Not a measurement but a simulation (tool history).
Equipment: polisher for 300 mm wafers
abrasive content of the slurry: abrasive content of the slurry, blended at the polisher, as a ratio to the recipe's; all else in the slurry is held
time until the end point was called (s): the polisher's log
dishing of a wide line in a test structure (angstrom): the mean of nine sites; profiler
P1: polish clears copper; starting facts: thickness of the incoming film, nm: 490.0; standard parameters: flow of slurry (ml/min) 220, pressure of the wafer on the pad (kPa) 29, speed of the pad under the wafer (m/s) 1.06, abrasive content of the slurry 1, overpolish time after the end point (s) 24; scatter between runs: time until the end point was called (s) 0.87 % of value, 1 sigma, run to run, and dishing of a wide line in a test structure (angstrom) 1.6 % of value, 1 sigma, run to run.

run,hour,flow of slurry (ml/min),pressure of the wafer on the pad (kPa),speed of the pad under the wafer (m/s),abrasive content of the slurry,overpolish time after the end point (s),time until the end point was called (s),dishing of a wide line in a test structure (angstrom)
1,11.4,220,29,1.06,1,24,121.89,582.74
2,19,220,44.1,1.06,1,24,79.794,795.43
3,24.7,220,29,1.06,0.5,24,140.92,525.45
4,33.2,220,29,1.06,1,47,122.57,908.42
5,43.1,220,14.5,1.06,1,24,244.45,309.65
6,49.6,220,29,1.06,1,24,120.48,575
7,55.4,220,29,1.06,1,24,121.75,576.02
8,65.9,220,29,1.38,1,24,94.727,711.84
9,72.6,220,29,1.06,1,24,121.71,574.22
10,85.2,220,44.1,1.06,0.55,24,90.848,762.47
11,94,130,29,1.06,1,24,133.25,561.1
12,100.2,220,29,0.48,1,24,275.04,294.07
13,107.3,220,29,1.06,1,24,122.21,573.15
# hour 112.7: slurry nozzle cleaned
14,113.1,335,44.8,1.06,1,24,76.811,844.43
15,122,220,41.4,1.06,1.3,24,80.249,822.42
16,134.5,220,29,1.06,1,7,120.41,194.43
# hour 135.1: slurry blender recalibrated
17,144.6,325,29,1.06,1,24,118.11,596.36
18,156.4,220,29,1.06,1,24,123.49,580.44
19,162.4,220,29,1.06,1,24,120.62,591.48
20,174.7,220,29,1.06,1.45,24,113.48,596.04
21,185.9,220,29,1.06,1,24,120.29,582.79
22,196.4,220,29,1.06,1,24,124.08,562.74
23,208.7,220,29,1.06,1,24,127.12,569.22
# hour 217.2: worn pad replaced by a new one
24,219,220,29,1.06,1,24,130.24,544.94
25,230,220,29,1.06,1,24,129.39,539.53
# hour 235.3: head pressure recalibrated
26,242.8,220,29,1.06,1,24,131.43,552.17
27,255.2,220,29,1.06,1,24,130.93,540.78
28,263.1,220,29,1.06,1,24,132.11,549.62
29,273.9,220,29,1.06,1,24,133.19,552.19

P1 no longer gives what it gave before; its output has crept away from where it was. The following 2 causes, each at its listed size, fit the log equally well:
A: abrasive missing from the slurry, % = 30.1
B: slurry flow missing at the pad, % = 38.7
The creep began at about hour 185.9.
What rules out each remaining cause:
removal rate lost through wear of the pad, %: work on it at hour 217.2, done after the drift set in, did not restore what the process gave before
head's pressure below its setpoint, %: work on it at hour 235.3, done after the drift set in, did not restore what the process gave before

The list below offers 4 check runs, each averaging the results of 2 wafers, and shows each result as a question mark. For which of them would the listed causes give clearly different results?
check 1,284.7,220,29,1.06,1.35,11,?,?
check 2,284.7,220,29,1.06,1.4,24,?,?
check 3,284.7,220,40.7,1.06,1,24,?,?
check 4,284.7,130,29,1.06,1,41,?,?

Predicted outcomes, by check and by cause:
check,result,if A,if B
check 1,time until the end point was called (s),123.72,123.35
check 1,dishing of a wide line in a test structure (angstrom),297.84,298.63
check 2,time until the end point was called (s),122.76,122.36
check 2,dishing of a wide line in a test structure (angstrom),578.56,580.04
check 3,time until the end point was called (s),93.767,93.748
check 3,dishing of a wide line in a test structure (angstrom),723.96,724.07
check 4,time until the end point was called (s),142.97,149.64
check 4,dishing of a wide line in a test structure (angstrom),766.68,742.84
Per check, the gap between the least separated pair of causes, taken in the result that splits them most: check 1 0.29 %; check 2 0.33 %; check 3 0.02 %; check 4 4.56 %
Check 4 tells the causes apart: in the others they would give nearly the same result.

Running check 4 produced the following: time until the end point was called (s) 142.24; dishing of a wide line in a test structure (angstrom) 783.2. Which one of the listed causes fits?

It is A: abrasive missing from the slurry, %.
